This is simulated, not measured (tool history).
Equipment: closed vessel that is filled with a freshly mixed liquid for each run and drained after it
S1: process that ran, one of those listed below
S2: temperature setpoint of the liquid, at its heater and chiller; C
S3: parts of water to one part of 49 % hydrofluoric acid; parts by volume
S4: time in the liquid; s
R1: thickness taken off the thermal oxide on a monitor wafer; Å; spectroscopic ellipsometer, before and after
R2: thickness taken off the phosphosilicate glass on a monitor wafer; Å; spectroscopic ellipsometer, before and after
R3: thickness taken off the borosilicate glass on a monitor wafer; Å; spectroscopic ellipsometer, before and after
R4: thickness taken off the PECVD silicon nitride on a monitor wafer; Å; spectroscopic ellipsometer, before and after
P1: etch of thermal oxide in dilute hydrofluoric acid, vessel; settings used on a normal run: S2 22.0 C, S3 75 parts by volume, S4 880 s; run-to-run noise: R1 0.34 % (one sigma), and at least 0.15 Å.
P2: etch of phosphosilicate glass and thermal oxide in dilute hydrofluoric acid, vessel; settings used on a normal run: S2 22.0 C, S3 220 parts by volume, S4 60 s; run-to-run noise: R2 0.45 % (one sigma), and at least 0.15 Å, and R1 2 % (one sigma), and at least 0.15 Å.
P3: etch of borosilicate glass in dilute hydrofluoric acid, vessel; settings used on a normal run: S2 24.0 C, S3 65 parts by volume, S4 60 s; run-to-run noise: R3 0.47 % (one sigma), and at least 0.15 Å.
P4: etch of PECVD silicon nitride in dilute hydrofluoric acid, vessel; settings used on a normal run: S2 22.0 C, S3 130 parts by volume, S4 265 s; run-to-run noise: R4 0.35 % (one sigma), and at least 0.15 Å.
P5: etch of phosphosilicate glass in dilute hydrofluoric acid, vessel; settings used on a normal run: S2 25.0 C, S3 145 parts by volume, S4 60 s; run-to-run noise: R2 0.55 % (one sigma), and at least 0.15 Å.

{"run": 1, "day": 0.588, "S1": "P1", "S2": 22.0, "S3": 75, "S4": 880, "R1": 553.23}
{"run": 2, "day": 0.962, "S1": "P1", "S2": 22.0, "S3": 75, "S4": 880, "R1": 552.39}
{"run": 3, "day": 1.471, "S1": "P1", "S2": 17.5, "S3": 75, "S4": 1395, "R1": 731.05}
{"run": 4, "day": 2.071, "S1": "P1", "S2": 22.0, "S3": 75, "S4": 1710, "R1": 1076.6}
{"run": 5, "day": 2.375, "S1": "P2", "S2": 22.0, "S3": 65, "S4": 60, "R1": 43.578, "R2": 1331.2}
{"run": 6, "day": 3.062, "S1": "P1", "S2": 22.0, "S3": 75, "S4": 880, "R1": 551.5}
{"run": 7, "day": 3.725, "S1": "P2", "S2": 22.0, "S3": 220, "S4": 60, "R1": 11.358, "R2": 329.17}
{"run": 8, "day": 4.162, "S1": "P3", "S2": 24.0, "S3": 105, "S4": 60, "R3": 187.03}
{"run": 9, "day": 4.567, "S1": "P1", "S2": 22.0, "S3": 130, "S4": 880, "R1": 300.63}
{"run": 10, "day": 5.129, "S1": "P4", "S2": 22.0, "S3": 225, "S4": 265, "R4": 59.21}
{"run": 11, "day": 5.7, "S1": "P3", "S2": 24.0, "S3": 65, "S4": 60, "R3": 316.69}
{"run": 12, "day": 6.183, "S1": "P1", "S2": 22.0, "S3": 75, "S4": 880, "R1": 552.13}
{"run": 13, "day": 6.579, "S1": "P1", "S2": 22.0, "S3": 75, "S4": 880, "R1": 549.99}
{"run": 14, "day": 7.192, "S1": "P2", "S2": 22.0, "S3": 220, "S4": 30, "R1": 5.3679, "R2": 164.35}
{"run": 15, "day": 7.654, "S1": "P1", "S2": 22.0, "S3": 75, "S4": 315, "R1": 197.3}
{"run": 16, "day": 8.275, "S1": "P3", "S2": 31.0, "S3": 65, "S4": 60, "R3": 420.31}
{"run": 17, "day": 8.767, "S1": "P1", "S2": 22.0, "S3": 40, "S4": 880, "R1": 1081.9}
{"run": 18, "day": 9.154, "S1": "P4", "S2": 22.0, "S3": 130, "S4": 265, "R4": 101.78}
{"run": 19, "day": 9.85, "S1": "P3", "S2": 24.0, "S3": 65, "S4": 60, "R3": 318.85}
{"run": 20, "day": 10.288, "S1": "P2", "S2": 17.0, "S3": 220, "S4": 60, "R1": 9.0278, "R2": 269.94}
{"run": 21, "day": 10.929, "S1": "P4", "S2": 27.0, "S3": 130, "S4": 265, "R4": 139.95}
{"run": 22, "day": 11.258, "S1": "P1", "S2": 17.0, "S3": 75, "S4": 880, "R1": 446.71}
{"run": 23, "day": 11.933, "S1": "P1", "S2": 28.5, "S3": 75, "S4": 880, "R1": 713.29}
{"day": 12.067, "done": "hydrofluoric acid flow meter replaced"}
{"run": 24, "day": 12.3, "S1": "P4", "S2": 22.0, "S3": 130, "S4": 30, "R4": 11.501}
{"run": 25, "day": 12.954, "S1": "P3", "S2": 24.0, "S3": 65, "S4": 100, "R3": 530.25}
{"run": 26, "day": 13.625, "S1": "P4", "S2": 22.0, "S3": 130, "S4": 265, "R4": 102.45}
{"run": 27, "day": 14.238, "S1": "P5", "S2": 25.0, "S3": 145, "S4": 60, "R2": 393.23}
{"run": 28, "day": 14.871, "S1": "P1", "S2": 22.0, "S3": 75, "S4": 880, "R1": 552.45}
{"run": 29, "day": 15.212, "S1": "P1", "S2": 22.0, "S3": 75, "S4": 880, "R1": 554.09}

What does the tool deliver on the next run?
{"run": 30, "day": 15.875, "S1": "P1", "S2": 22.0, "S3": 40, "S4": 1425, "R1": "?"}

R1: 1755.3000 Å
